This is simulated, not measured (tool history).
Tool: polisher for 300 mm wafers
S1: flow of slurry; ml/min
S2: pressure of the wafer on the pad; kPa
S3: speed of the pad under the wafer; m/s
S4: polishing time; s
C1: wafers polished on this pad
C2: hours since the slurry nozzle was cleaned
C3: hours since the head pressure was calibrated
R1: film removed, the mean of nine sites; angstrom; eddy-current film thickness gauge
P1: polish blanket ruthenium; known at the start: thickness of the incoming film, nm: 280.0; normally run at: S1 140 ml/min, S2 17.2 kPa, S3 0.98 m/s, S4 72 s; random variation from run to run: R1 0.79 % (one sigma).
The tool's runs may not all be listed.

run     day   S1    S2    S3   S4    C1     C2     C3      R1
  1   0.612  140  17.2  0.98   72   275  184.5  107.3  1006.6
  2   1.154  185  17.2  0.98   72   419  197.5  120.3  1069.6
  3    1.65  140  17.2  0.98   72   551  209.4  132.2  1003.2
  4   2.325  140  17.2  0.98   52   731  225.6  148.4  738.89
  5   2.804  140  23.4  0.98   72   858  237.1  159.9  1375.4
  6   3.183  140  21.4  0.98   46   959  246.2    169  796.23
  7   3.525  140  17.2  0.98   72  1050  254.4  177.2  1015.5
  8   4.279   85  17.2  0.98   72  1251  272.5  195.3  897.79
  9   5.012  140  17.2  0.98  107  1446  290.1  212.9  1509.3
 10   5.408  205  17.2  0.98  109  1551  299.6  222.4  1638.8
 11   5.867  140  17.2  0.48   72  1673  310.6  233.4   490.9
 12   6.496  140  17.2  0.98   72  1840  325.7  248.5  1000.6
 13       7  140  17.2  0.98   72  1975  337.8  260.6  1025.4
 14   7.521  140  17.2  1.46   72  2113  350.3  273.1  1525.1
 15   7.912  140   7.6  0.98   72  2217  359.7  282.5  451.67
 16   8.325  140  17.2  0.98   72  2327  369.6  292.4  1023.8
 17   8.875  140  17.2  0.98   72  2473  382.8  305.6  992.56
 18   9.458  140  17.2  0.98   72  2629  396.8  319.6  977.45
 19   9.804  140  17.2  0.98   72  2721  405.1  327.9  958.55
 20  10.158  140  17.2  0.98   72  2815  413.6  336.4  963.57
     10.479  -- head pressure recalibrated
 21  10.654  140  17.2  0.98   72  2947  425.5    4.3  951.22
 22  11.171  140  17.2  0.98   72  3084  437.9   16.7  939.19
 23  11.558  140  17.2  0.98   72  3187  447.2     26  953.23
 24  12.079  140  17.2  0.98   72  3326  459.7   38.5  934.24
 25  12.692  140  17.2  0.98   72  3489  474.4   53.2  945.02
 26   13.05  140  17.2  0.98   72  3584    483   61.8  951.24
 27  13.612  140  17.2  0.98   72  3734  496.5   75.3  938.98

What P1 gives has crept away from where it was. These 2 causes fit the log equally well, each at the size given:
A: slurry flow missing at the pad, % = 28
B: removal rate lost through wear of the pad, % = 6.83
The creep began at about day 8.325.
Why every other cause is out:
head's pressure below its setpoint, %: serviced at day 10.479, which brought nothing back

4 check runs are offered, each on 3 wafers whose results are averaged, their results left as question marks. Which one tells the causes apart?
check 1  14.175  140  17.2  1.28   72               ?
check 2  14.175  140  17.2   0.5  105               ?
check 3  14.175  140  17.2  1.34   72               ?
check 4  14.175   85  17.2  0.98   72               ?

What each check would give under each cause:
  check  result    if A    if B
check 1      R1  1235.3  1235.3
check 2      R1  703.72  703.69
check 3      R1  1293.2  1293.2
check 4      R1  810.12  841.85
How far apart the two closest causes lie, in the result that separates them most: check 1 0 %; check 2 0 %; check 3 0 %; check 4 3.84 %
Check 4 tells the causes apart: in the others they would give nearly the same result.

Then check 4 was run and gave: R1 838.38 angstrom. Which cause is it?

It is B: removal rate lost through wear of the pad, %.

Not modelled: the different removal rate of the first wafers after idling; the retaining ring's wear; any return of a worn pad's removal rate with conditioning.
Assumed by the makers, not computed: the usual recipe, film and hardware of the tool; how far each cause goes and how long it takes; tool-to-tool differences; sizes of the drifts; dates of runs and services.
